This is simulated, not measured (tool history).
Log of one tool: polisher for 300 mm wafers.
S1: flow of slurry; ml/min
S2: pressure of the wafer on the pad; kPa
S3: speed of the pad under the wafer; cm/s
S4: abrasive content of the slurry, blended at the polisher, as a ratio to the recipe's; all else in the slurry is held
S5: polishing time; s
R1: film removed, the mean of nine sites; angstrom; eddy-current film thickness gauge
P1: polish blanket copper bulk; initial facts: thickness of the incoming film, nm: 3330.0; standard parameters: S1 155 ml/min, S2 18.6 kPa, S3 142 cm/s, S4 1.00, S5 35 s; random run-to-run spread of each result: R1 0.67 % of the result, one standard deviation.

Run 1, hour 7.9: S1 155 ml/min, S2 18.6 kPa, S3 142 cm/s, S4 1.00, S5 35 s. Result: R1 4283.1 angstrom.
Run 2, hour 20.4: S1 155 ml/min, S2 10.3 kPa, S3 142 cm/s, S4 1.00, S5 35 s. Result: R1 2382.2 angstrom.
Run 3, hour 29.3: S1 155 ml/min, S2 18.6 kPa, S3 92 cm/s, S4 1.35, S5 35 s. Result: R1 2981.0 angstrom.
Run 4, hour 37.1: S1 155 ml/min, S2 25.5 kPa, S3 142 cm/s, S4 1.00, S5 35 s. Result: R1 5828.6 angstrom.
Run 5, hour 43.6: S1 155 ml/min, S2 18.6 kPa, S3 142 cm/s, S4 1.00, S5 35 s. Result: R1 4264.2 angstrom.
Run 6, hour 51.0: S1 155 ml/min, S2 18.6 kPa, S3 142 cm/s, S4 1.00, S5 35 s. Result: R1 4243.4 angstrom.
At hour 60.3: slurry nozzle cleaned.
Run 7, hour 61.9: S1 155 ml/min, S2 18.6 kPa, S3 142 cm/s, S4 1.00, S5 45 s. Result: R1 5580.2 angstrom.
Run 8, hour 70.7: S1 155 ml/min, S2 18.6 kPa, S3 142 cm/s, S4 1.00, S5 20 s. Result: R1 2439.8 angstrom.
Run 9, hour 76.9: S1 155 ml/min, S2 18.6 kPa, S3 142 cm/s, S4 0.65, S5 35 s. Result: R1 3871.5 angstrom.
Run 10, hour 91.0: S1 220 ml/min, S2 18.6 kPa, S3 142 cm/s, S4 1.00, S5 35 s. Result: R1 4476.3 angstrom.
Run 11, hour 100.0: S1 155 ml/min, S2 18.6 kPa, S3 142 cm/s, S4 1.45, S5 35 s. Result: R1 4674.6 angstrom.
Run 12, hour 106.7: S1 110 ml/min, S2 18.6 kPa, S3 142 cm/s, S4 1.00, S5 35 s. Result: R1 4052.5 angstrom.
Run 13, hour 120.0: S1 155 ml/min, S2 24.8 kPa, S3 188 cm/s, S4 1.00, S5 35 s. Result: R1 7613.9 angstrom.
Run 14, hour 133.0: S1 155 ml/min, S2 18.6 kPa, S3 142 cm/s, S4 1.00, S5 35 s. Result: R1 4248.6 angstrom.
Run 15, hour 144.0: S1 155 ml/min, S2 18.6 kPa, S3 64 cm/s, S4 1.00, S5 35 s. Result: R1 1924.6 angstrom.
Run 16, hour 156.1: S1 155 ml/min, S2 18.6 kPa, S3 142 cm/s, S4 1.00, S5 35 s. Result: R1 4288.5 angstrom.
Run 17, hour 169.5: S1 155 ml/min, S2 18.6 kPa, S3 224 cm/s, S4 1.00, S5 35 s. Result: R1 6717.6 angstrom.
Run 18, hour 182.8: S1 155 ml/min, S2 18.6 kPa, S3 142 cm/s, S4 1.00, S5 35 s. Result: R1 4315.8 angstrom.
Run 19, hour 191.2: S1 155 ml/min, S2 18.6 kPa, S3 142 cm/s, S4 1.00, S5 35 s. Result: R1 4274.6 angstrom.
Run 20, hour 202.1: S1 155 ml/min, S2 18.6 kPa, S3 142 cm/s, S4 1.00, S5 35 s. Result: R1 4122.8 angstrom.
Run 21, hour 215.8: S1 155 ml/min, S2 18.6 kPa, S3 142 cm/s, S4 1.00, S5 35 s. Result: R1 4055.6 angstrom.
Run 22, hour 226.5: S1 155 ml/min, S2 18.6 kPa, S3 142 cm/s, S4 1.00, S5 35 s. Result: R1 3996.1 angstrom.
At hour 227.4: slurry blender recalibrated.
At hour 229.0: head pressure recalibrated.
Run 23, hour 238.3: S1 155 ml/min, S2 18.6 kPa, S3 142 cm/s, S4 1.00, S5 35 s. Result: R1 3942.5 angstrom.
Run 24, hour 251.0: S1 155 ml/min, S2 18.6 kPa, S3 142 cm/s, S4 1.00, S5 35 s. Result: R1 3955.4 angstrom.
Run 25, hour 257.7: S1 155 ml/min, S2 18.6 kPa, S3 142 cm/s, S4 1.00, S5 35 s. Result: R1 3985.2 angstrom.
Run 26, hour 270.8: S1 155 ml/min, S2 18.6 kPa, S3 142 cm/s, S4 1.00, S5 35 s. Result: R1 3911.1 angstrom.
Run 27, hour 284.3: S1 155 ml/min, S2 18.6 kPa, S3 142 cm/s, S4 1.00, S5 35 s. Result: R1 3837.9 angstrom.
Run 28, hour 291.4: S1 155 ml/min, S2 18.6 kPa, S3 142 cm/s, S4 1.00, S5 35 s. Result: R1 3891.4 angstrom.
Run 29, hour 303.9: S1 155 ml/min, S2 18.6 kPa, S3 142 cm/s, S4 1.00, S5 35 s. Result: R1 3885.9 angstrom.

The log shows P1 creeping away from where it was. Any of the 2 causes listed here, at the size stated for it, fits the log just as well as the others:
A: slurry flow missing at the pad, % = 36.6
B: removal rate lost through wear of the pad, % = 9
Creep in the process output first set in at about hour 182.8.
All other causes, with the reason each is excluded:
head's pressure below its setpoint, %: serviced at hour 229.0, after the change had begun; the process did not return to its earlier output
abrasive missing from the slurry, %: serviced at hour 227.4, after the change had begun; the process did not return to its earlier output

The 4 check runs listed below each average the results of 5 wafers, and their outcomes are marked with question marks. Under which run would the listed causes produce clearly different results?
Run check 1, hour 316.4: S1 215 ml/min, S2 18.6 kPa, S3 186 cm/s, S4 1.00, S5 35 s. Result: R1 ?.
Run check 2, hour 316.4: S1 155 ml/min, S2 18.6 kPa, S3 204 cm/s, S4 1.25, S5 35 s. Result: R1 ?.
Run check 3, hour 316.4: S1 155 ml/min, S2 11.0 kPa, S3 142 cm/s, S4 1.00, S5 45 s. Result: R1 ?.
Run check 4, hour 316.4: S1 155 ml/min, S2 18.6 kPa, S3 208 cm/s, S4 0.65, S5 35 s. Result: R1 ?.

Predicted outcomes, by check and by cause:
  check  result    if A    if B
check 1      R1  5479.3  5347.7
check 2      R1  5871.6  5872.7
check 3      R1  2966.7  2967.3
check 4      R1  5213.2  5214.1
How far apart the two closest causes lie, in the result that separates them most: check 1 2.43 %; check 2 0.02 %; check 3 0.02 %; check 4 0.02 %
The causes can be told apart only by check 1. The other checks would give nearly the same results under each of them.

The results of check 1 are: R1 5485.5 angstrom. Based on these, which of the listed causes is it?

It was cause A: slurry flow missing at the pad, %.

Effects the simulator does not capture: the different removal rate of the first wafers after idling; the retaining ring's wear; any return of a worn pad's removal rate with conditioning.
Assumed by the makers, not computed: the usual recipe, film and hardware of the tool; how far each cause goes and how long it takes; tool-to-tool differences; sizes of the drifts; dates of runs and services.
